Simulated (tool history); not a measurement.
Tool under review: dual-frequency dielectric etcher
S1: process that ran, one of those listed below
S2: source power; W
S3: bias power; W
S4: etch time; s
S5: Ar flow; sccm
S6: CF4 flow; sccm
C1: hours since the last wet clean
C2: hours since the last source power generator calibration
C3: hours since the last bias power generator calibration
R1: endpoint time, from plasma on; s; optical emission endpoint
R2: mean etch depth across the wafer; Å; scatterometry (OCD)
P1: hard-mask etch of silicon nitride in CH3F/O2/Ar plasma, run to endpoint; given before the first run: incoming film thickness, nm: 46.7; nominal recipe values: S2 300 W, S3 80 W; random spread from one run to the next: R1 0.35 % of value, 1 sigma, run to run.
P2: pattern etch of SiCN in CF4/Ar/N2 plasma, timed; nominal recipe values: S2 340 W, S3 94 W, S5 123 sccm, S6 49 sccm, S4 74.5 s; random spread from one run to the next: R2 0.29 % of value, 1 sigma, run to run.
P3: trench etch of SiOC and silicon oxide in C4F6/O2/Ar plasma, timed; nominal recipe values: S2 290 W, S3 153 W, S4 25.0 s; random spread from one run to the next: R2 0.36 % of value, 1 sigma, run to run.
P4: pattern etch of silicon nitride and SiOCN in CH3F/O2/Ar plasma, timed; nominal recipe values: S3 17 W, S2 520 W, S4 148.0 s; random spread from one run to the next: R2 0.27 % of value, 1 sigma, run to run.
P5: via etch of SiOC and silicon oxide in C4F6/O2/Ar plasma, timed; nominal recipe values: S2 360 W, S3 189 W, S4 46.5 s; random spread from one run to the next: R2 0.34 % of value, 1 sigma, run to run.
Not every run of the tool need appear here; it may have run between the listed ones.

Run 1, hour 6.8: S1 P1, S2 300 W, S3 80 W; C1 367.7; C2 2806.5; C3 795.0. Result: R1 72.787 s.
Run 2, hour 14.6: S1 P4, S2 520 W, S3 17 W, S4 195.5 s; C1 375.5; C2 2814.3; C3 802.8. Result: R2 256.08 Å.
Run 3, hour 23.1: S1 P1, S2 300 W, S3 80 W; C1 384.0; C2 2822.8; C3 811.3. Result: R1 72.610 s.
Run 4, hour 31.5: S1 P4, S2 520 W, S3 17 W, S4 148.0 s; C1 392.4; C2 2831.2; C3 819.7. Result: R2 193.76 Å.
Run 5, hour 43.1: S1 P2, S2 340 W, S3 94 W, S4 74.5 s, S5 123 sccm, S6 49 sccm; C1 404.0; C2 2842.8; C3 831.3. Result: R2 504.09 Å.
Run 6, hour 54.3: S1 P2, S2 340 W, S3 94 W, S4 74.5 s, S5 123 sccm, S6 49 sccm; C1 415.2; C2 2854.0; C3 842.5. Result: R2 503.68 Å.
Run 7, hour 62.0: S1 P1, S2 300 W, S3 80 W; C1 422.9; C2 2861.7; C3 850.2. Result: R1 73.174 s.
Run 8, hour 70.1: S1 P1, S2 300 W, S3 100 W; C1 431.0; C2 2869.8; C3 858.3. Result: R1 67.098 s.
Run 9, hour 79.5: S1 P2, S2 340 W, S3 94 W, S4 74.5 s, S5 123 sccm, S6 66 sccm; C1 440.4; C2 2879.2; C3 867.7. Result: R2 524.14 Å.
Run 10, hour 92.6: S1 P3, S2 290 W, S3 153 W, S4 36.0 s; C1 453.5; C2 2892.3; C3 880.8. Result: R2 605.68 Å.
At hour 102.0: wet clean of the chamber.
Run 11, hour 102.3: S1 P2, S2 340 W, S3 94 W, S4 41.0 s, S5 123 sccm, S6 49 sccm; C1 0.3; C2 2902.0; C3 890.5. Result: R2 277.19 Å.
Run 12, hour 113.9: S1 P3, S2 390 W, S3 153 W, S4 25.0 s; C1 11.9; C2 2913.6; C3 902.1. Result: R2 473.05 Å.
Run 13, hour 125.4: S1 P2, S2 440 W, S3 94 W, S4 74.5 s, S5 123 sccm, S6 49 sccm; C1 23.4; C2 2925.1; C3 913.6. Result: R2 629.31 Å.
Run 14, hour 134.8: S1 P1, S2 370 W, S3 80 W; C1 32.8; C2 2934.5; C3 923.0. Result: R1 66.882 s.
Run 15, hour 145.1: S1 P1, S2 220 W, S3 80 W; C1 43.1; C2 2944.8; C3 933.3. Result: R1 81.684 s.
Run 16, hour 155.3: S1 P1, S2 300 W, S3 52 W; C1 53.3; C2 2955.0; C3 943.5. Result: R1 84.014 s.
Run 17, hour 164.0: S1 P5, S2 360 W, S3 264 W, S4 46.5 s; C1 62.0; C2 2963.7; C3 952.2. Result: R2 555.68 Å.
Run 18, hour 172.4: S1 P3, S2 290 W, S3 153 W, S4 25.0 s; C1 70.4; C2 2972.1; C3 960.6. Result: R2 422.03 Å.
Run 19, hour 180.7: S1 P1, S2 380 W, S3 110 W; C1 78.7; C2 2980.4; C3 968.9. Result: R1 59.313 s.
Run 20, hour 192.8: S1 P5, S2 360 W, S3 189 W, S4 46.5 s; C1 90.8; C2 2992.5; C3 981.0. Result: R2 496.11 Å.
Run 21, hour 202.3: S1 P4, S2 520 W, S3 17 W, S4 148.0 s; C1 100.3; C2 3002.0; C3 990.5. Result: R2 193.98 Å.
Run 22, hour 215.4: S1 P5, S2 360 W, S3 189 W, S4 61.0 s; C1 113.4; C2 3015.1; C3 1003.6. Result: R2 650.57 Å.
Run 23, hour 223.9: S1 P5, S2 280 W, S3 189 W, S4 46.5 s; C1 121.9; C2 3023.6; C3 1012.1. Result: R2 450.69 Å.
Run 24, hour 235.6: S1 P1, S2 300 W, S3 80 W; C1 133.6; C2 3035.3; C3 1023.8. Result: R1 72.900 s.
Run 25, hour 247.2: S1 P1, S2 180 W, S3 52 W; C1 145.2; C2 3046.9; C3 1035.4. Result: R1 102.100 s.
At hour 247.5: source power generator calibrated.
Run 26, hour 256.8: S1 P1, S2 300 W, S3 80 W; C1 154.8; C2 9.4; C3 1045.0. Result: R1 72.568 s.
Run 27, hour 268.5: S1 P4, S2 300 W, S3 17 W, S4 148.0 s; C1 166.5; C2 21.1; C3 1056.7. Result: R2 160.06 Å.
Run 28, hour 281.3: S1 P4, S2 520 W, S3 23 W, S4 148.0 s; C1 179.3; C2 33.9; C3 1069.5. Result: R2 221.65 Å.
Run 29, hour 290.1: S1 P2, S2 340 W, S3 69 W, S4 74.5 s, S5 123 sccm, S6 49 sccm; C1 188.1; C2 42.7; C3 1078.3. Result: R2 442.87 Å.
Run 30, hour 303.2: S1 P3, S2 290 W, S3 117 W, S4 25.0 s; C1 201.2; C2 55.8; C3 1091.4. Result: R2 386.00 Å.
Run 31, hour 313.7: S1 P2, S2 340 W, S3 94 W, S4 74.5 s, S5 148 sccm, S6 49 sccm; C1 211.7; C2 66.3; C3 1101.9. Result: R2 489.69 Å.
Run 32, hour 321.5: S1 P5, S2 360 W, S3 189 W, S4 46.5 s; C1 219.5; C2 74.1; C3 1109.7. Result: R2 496.51 Å.
Run 33, hour 331.5: S1 P1, S2 300 W, S3 80 W; C1 229.5; C2 84.1; C3 1119.7. Result: R1 72.114 s.
Run 34, hour 344.5: S1 P1, S2 300 W, S3 80 W; C1 242.5; C2 97.1; C3 1132.7. Result: R1 72.044 s.
Run 35, hour 351.8: S1 P1, S2 300 W, S3 80 W; C1 249.8; C2 104.4; C3 1140.0. Result: R1 71.913 s.
Run 36, hour 364.0: S1 P1, S2 300 W, S3 80 W; C1 262.0; C2 116.6; C3 1152.2. Result: R1 71.337 s.
Run 37, hour 373.1: S1 P1, S2 300 W, S3 80 W; C1 271.1; C2 125.7; C3 1161.3. Result: R1 71.640 s.
At hour 373.9: wet clean of the chamber.
Run 38, hour 384.1: S1 P1, S2 300 W, S3 80 W; C1 10.2; C2 136.7; C3 1172.3. Result: R1 71.726 s.
Run 39, hour 393.4: S1 P1, S2 300 W, S3 80 W; C1 19.5; C2 146.0; C3 1181.6. Result: R1 71.510 s.
Run 40, hour 404.2: S1 P1, S2 300 W, S3 80 W; C1 30.3; C2 156.8; C3 1192.4. Result: R1 71.255 s.

P1 has crept away from where it was. The log is fitted equally well by each of these 2 causes, at the sizes shown:
A: source power that arrives over what is set, % = 4.75
B: bias power that arrives over what is set, % = 4.95
The creep began at about hour 331.5.
Excluded causes, each with its reason:
chamber walls in a state that raises the etch rate, %: its service at hour 373.9 followed the start of the drift and did not put the process back to its old value

Of the 4 check runs listed below, each run on one wafer and each result written as a question mark, which would let you distinguish the listed causes because they would give clearly different results?
Run check 1, hour 415.0: S1 P4, S2 520 W, S3 17 W, S4 148.0 s. Result: R2 ?.
Run check 2, hour 415.0: S1 P5, S2 360 W, S3 189 W, S4 46.5 s. Result: R2 ?.
Run check 3, hour 415.0: S1 P3, S2 290 W, S3 153 W, S4 25.0 s. Result: R2 ?.
Run check 4, hour 415.0: S1 P2, S2 340 W, S3 94 W, S4 74.5 s, S5 123 sccm, S6 49 sccm. Result: R2 ?.

If the cause were each of the candidates in turn, the checks would give the following:
  check  result    if A    if B
check 1      R2  197.72  198.37
check 2      R2  504.95  503.95
check 3      R2  428.60  427.35
check 4      R2  524.10  513.48
Separation of the two closest causes in each check, using whichever result separates them best: check 1 0.32 %; check 2 0.2 %; check 3 0.29 %; check 4 2.05 %
Check 4 tells the causes apart: in the others they would give nearly the same result.

Running check 4 produced the following: R2 512.58 Å. Which one of the listed causes fits?

B is the cause: bias power that arrives over what is set, %.
